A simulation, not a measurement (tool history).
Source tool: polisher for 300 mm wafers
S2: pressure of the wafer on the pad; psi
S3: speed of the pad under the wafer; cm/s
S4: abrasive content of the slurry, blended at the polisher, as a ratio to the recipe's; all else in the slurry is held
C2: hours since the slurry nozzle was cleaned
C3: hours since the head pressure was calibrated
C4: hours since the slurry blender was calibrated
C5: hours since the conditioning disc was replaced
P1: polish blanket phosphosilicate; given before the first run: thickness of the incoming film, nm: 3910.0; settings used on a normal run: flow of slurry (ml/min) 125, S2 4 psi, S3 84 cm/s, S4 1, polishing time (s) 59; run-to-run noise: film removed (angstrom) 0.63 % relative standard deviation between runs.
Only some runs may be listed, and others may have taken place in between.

Run 1, hour 12.1: flow of slurry (ml/min) 125, S2 4 psi, S3 84 cm/s, S4 1, polishing time (s) 59; wafers polished on this pad 292; C2 215.8; C3 215.5; C4 224.5; C5 77.3. Result: film removed (angstrom) 5713.9.
Run 2, hour 22: flow of slurry (ml/min) 125, S2 4 psi, S3 52 cm/s, S4 1, polishing time (s) 59; wafers polished on this pad 400; C2 225.7; C3 225.4; C4 234.4; C5 87.2. Result: film removed (angstrom) 3873.6.
Run 3, hour 30.4: flow of slurry (ml/min) 125, S2 4 psi, S3 84 cm/s, S4 1.4, polishing time (s) 59; wafers polished on this pad 492; C2 234.1; C3 233.8; C4 242.8; C5 95.6. Result: film removed (angstrom) 6565.2.
Run 4, hour 37.6: flow of slurry (ml/min) 125, S2 5.1 psi, S3 84 cm/s, S4 1, polishing time (s) 59; wafers polished on this pad 570; C2 241.3; C3 241; C4 250; C5 102.8. Result: film removed (angstrom) 7185.7.
Run 5, hour 49.8: flow of slurry (ml/min) 125, S2 2.1 psi, S3 84 cm/s, S4 1, polishing time (s) 59; wafers polished on this pad 703; C2 253.5; C3 253.2; C4 262.2; C5 115. Result: film removed (angstrom) 3011.2.
Run 6, hour 56.5: flow of slurry (ml/min) 125, S2 4 psi, S3 84 cm/s, S4 0.55, polishing time (s) 59; wafers polished on this pad 776; C2 260.2; C3 259.9; C4 268.9; C5 121.7. Result: film removed (angstrom) 4211.2.
Run 7, hour 64.1: flow of slurry (ml/min) 125, S2 5.7 psi, S3 84 cm/s, S4 0.8, polishing time (s) 59; wafers polished on this pad 859; C2 267.8; C3 267.5; C4 276.5; C5 129.3. Result: film removed (angstrom) 7324.
Run 8, hour 72.1: flow of slurry (ml/min) 80, S2 4 psi, S3 84 cm/s, S4 1, polishing time (s) 59; wafers polished on this pad 946; C2 275.8; C3 275.5; C4 284.5; C5 137.3. Result: film removed (angstrom) 5136.
Run 9, hour 80.8: flow of slurry (ml/min) 125, S2 4 psi, S3 84 cm/s, S4 1, polishing time (s) 59; wafers polished on this pad 1041; C2 284.5; C3 284.2; C4 293.2; C5 146. Result: film removed (angstrom) 5665.6.
Run 10, hour 88.9: flow of slurry (ml/min) 125, S2 4 psi, S3 84 cm/s, S4 1, polishing time (s) 30; wafers polished on this pad 1129; C2 292.6; C3 292.3; C4 301.3; C5 154.1. Result: film removed (angstrom) 2908.3.
Run 11, hour 98.6: flow of slurry (ml/min) 125, S2 4 psi, S3 84 cm/s, S4 1, polishing time (s) 88; wafers polished on this pad 1235; C2 302.3; C3 302; C4 311; C5 163.8. Result: film removed (angstrom) 8446.5.
At hour 103.5: head pressure recalibrated.
Run 12, hour 110.4: flow of slurry (ml/min) 125, S2 4 psi, S3 84 cm/s, S4 1, polishing time (s) 59; wafers polished on this pad 1363; C2 314.1; C3 7; C4 322.8; C5 175.6. Result: film removed (angstrom) 5685.8.
Run 13, hour 120: flow of slurry (ml/min) 125, S2 4 psi, S3 122 cm/s, S4 1, polishing time (s) 59; wafers polished on this pad 1468; C2 323.7; C3 16.6; C4 332.4; C5 185.2. Result: film removed (angstrom) 7723.9.
Run 14, hour 128.1: flow of slurry (ml/min) 185, S2 4 psi, S3 84 cm/s, S4 1, polishing time (s) 59; wafers polished on this pad 1556; C2 331.8; C3 24.7; C4 340.5; C5 193.3. Result: film removed (angstrom) 6098.5.
Run 15, hour 136: flow of slurry (ml/min) 125, S2 4 psi, S3 84 cm/s, S4 1, polishing time (s) 59; wafers polished on this pad 1642; C2 339.7; C3 32.6; C4 348.4; C5 201.2. Result: film removed (angstrom) 5689.5.
Run 16, hour 143.8: flow of slurry (ml/min) 125, S2 4 psi, S3 84 cm/s, S4 1, polishing time (s) 59; wafers polished on this pad 1727; C2 347.5; C3 40.4; C4 356.2; C5 209. Result: film removed (angstrom) 5751.2.
Run 17, hour 155.8: flow of slurry (ml/min) 125, S2 4 psi, S3 84 cm/s, S4 1, polishing time (s) 59; wafers polished on this pad 1858; C2 359.5; C3 52.4; C4 368.2; C5 221. Result: film removed (angstrom) 5541.9.
Run 18, hour 168: flow of slurry (ml/min) 125, S2 4 psi, S3 84 cm/s, S4 1, polishing time (s) 59; wafers polished on this pad 1991; C2 371.7; C3 64.6; C4 380.4; C5 233.2. Result: film removed (angstrom) 5319.
Run 19, hour 180.3: flow of slurry (ml/min) 125, S2 4 psi, S3 84 cm/s, S4 1, polishing time (s) 59; wafers polished on this pad 2125; C2 384; C3 76.9; C4 392.7; C5 245.5. Result: film removed (angstrom) 5233.1.
At hour 188.3: slurry nozzle cleaned.
Run 20, hour 188.9: flow of slurry (ml/min) 125, S2 4 psi, S3 84 cm/s, S4 1, polishing time (s) 59; wafers polished on this pad 2219; C2 0.7; C3 85.5; C4 401.3; C5 254.1. Result: film removed (angstrom) 5134.9.
At hour 195.4: conditioning disc replaced and pad reconditioned.
Run 21, hour 197.2: flow of slurry (ml/min) 125, S2 4 psi, S3 84 cm/s, S4 1, polishing time (s) 59; wafers polished on this pad 2309; C2 9; C3 93.8; C4 409.6; C5 1.8. Result: film removed (angstrom) 5110.7.

Run 22 is up next; what results do you expect?
Run 22, hour 204.9: flow of slurry (ml/min) 125, S2 4 psi, S3 84 cm/s, S4 1, polishing time (s) 59; wafers polished on this pad 2393; C2 16.7; C3 101.5; C4 417.3; C5 9.5. Result: film removed (angstrom) ?.

film removed (angstrom): 5100
